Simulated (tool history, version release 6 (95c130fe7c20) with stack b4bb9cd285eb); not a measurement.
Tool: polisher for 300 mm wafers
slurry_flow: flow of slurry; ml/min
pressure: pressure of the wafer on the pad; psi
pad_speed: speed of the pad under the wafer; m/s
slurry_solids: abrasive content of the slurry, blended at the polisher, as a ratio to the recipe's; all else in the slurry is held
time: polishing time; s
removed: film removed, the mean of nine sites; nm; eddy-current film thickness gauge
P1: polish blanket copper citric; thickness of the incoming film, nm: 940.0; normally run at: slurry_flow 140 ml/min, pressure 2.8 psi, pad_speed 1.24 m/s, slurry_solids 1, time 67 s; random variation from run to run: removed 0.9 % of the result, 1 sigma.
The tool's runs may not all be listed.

| run | hour | slurry_flow | pressure | pad_speed | slurry_solids | time | wafers polished on this pad | hours since the slurry nozzle was cleaned | hours since the head pressure was calibrated | hours since the slurry blender was calibrated | removed |
|---|---|---|---|---|---|---|---|---|---|---|---|
| 1 | 14.4 | 140 | 2.8 | 1.24 | 1 | 67 | 487 | 226.3 | 991.7 | 79.8 | 144.52 |
| 2 | 30.9 | 140 | 2.8 | 1.24 | 1 | 67 | 638 | 242.8 | 1008.2 | 96.3 | 144.46 |
| 3 | 39.5 | 140 | 2.8 | 1.24 | 1.3 | 67 | 717 | 251.4 | 1016.8 | 104.9 | 148.9 |
| 4 | 51.4 | 85 | 2.8 | 1.24 | 1 | 67 | 827 | 263.3 | 1028.7 | 116.8 | 126.07 |
| 5 | 68.2 | 140 | 2.8 | 1.24 | 1 | 67 | 981 | 280.1 | 1045.5 | 133.6 | 141.94 |
| 6 | 84.2 | 210 | 2.8 | 1.24 | 1 | 67 | 1128 | 296.1 | 1061.5 | 149.6 | 152.27 |
|  | 94.9 | worn pad replaced by a new one |
| 7 | 95.6 | 140 | 2.8 | 0.68 | 1 | 67 | 6 | 307.5 | 1072.9 | 161 | 80.174 |
| 8 | 104.3 | 140 | 2.8 | 1.24 | 1 | 67 | 86 | 316.2 | 1081.6 | 169.7 | 144.24 |
| 9 | 120.5 | 140 | 2.8 | 1.9 | 0.65 | 67 | 235 | 332.4 | 1097.8 | 185.9 | 199.85 |
| 10 | 131.1 | 140 | 2.8 | 1.24 | 1 | 67 | 333 | 343 | 1108.4 | 196.5 | 144.49 |
| 11 | 139.8 | 140 | 1.3 | 1.24 | 1 | 67 | 413 | 351.7 | 1117.1 | 205.2 | 68.472 |
| 12 | 148.1 | 140 | 2.8 | 1.24 | 1 | 67 | 489 | 360 | 1125.4 | 213.5 | 144.65 |
| 13 | 163.5 | 140 | 3.8 | 1.24 | 1 | 67 | 630 | 375.4 | 1140.8 | 228.9 | 194.86 |
| 14 | 176.2 | 140 | 2.8 | 1.62 | 1 | 67 | 747 | 388.1 | 1153.5 | 241.6 | 186.85 |
|  | 181.4 | head pressure recalibrated |
|  | 189.3 | slurry blender recalibrated |
| 15 | 189.5 | 140 | 2.8 | 1.24 | 1 | 30 | 869 | 401.4 | 8.2 | 0.2 | 64.746 |
| 16 | 199 | 140 | 2.8 | 1.24 | 1 | 101 | 957 | 410.9 | 17.7 | 9.7 | 217.12 |
| 17 | 212.3 | 140 | 2.8 | 1.24 | 0.7 | 67 | 1079 | 424.2 | 31 | 23 | 133.14 |
| 18 | 223.6 | 140 | 2.8 | 1.24 | 1 | 67 | 1183 | 435.5 | 42.3 | 34.3 | 143.8 |
| 19 | 239.9 | 140 | 2.8 | 1.24 | 1 | 67 | 1333 | 451.8 | 58.6 | 50.6 | 136.3 |

The next listed run, before its measurement:
| 20 | 250.5 | 140 | 2.8 | 1.24 | 1 | 67 | 1430 | 462.4 | 69.2 | 61.2 | ? |

removed: 138.23 nm
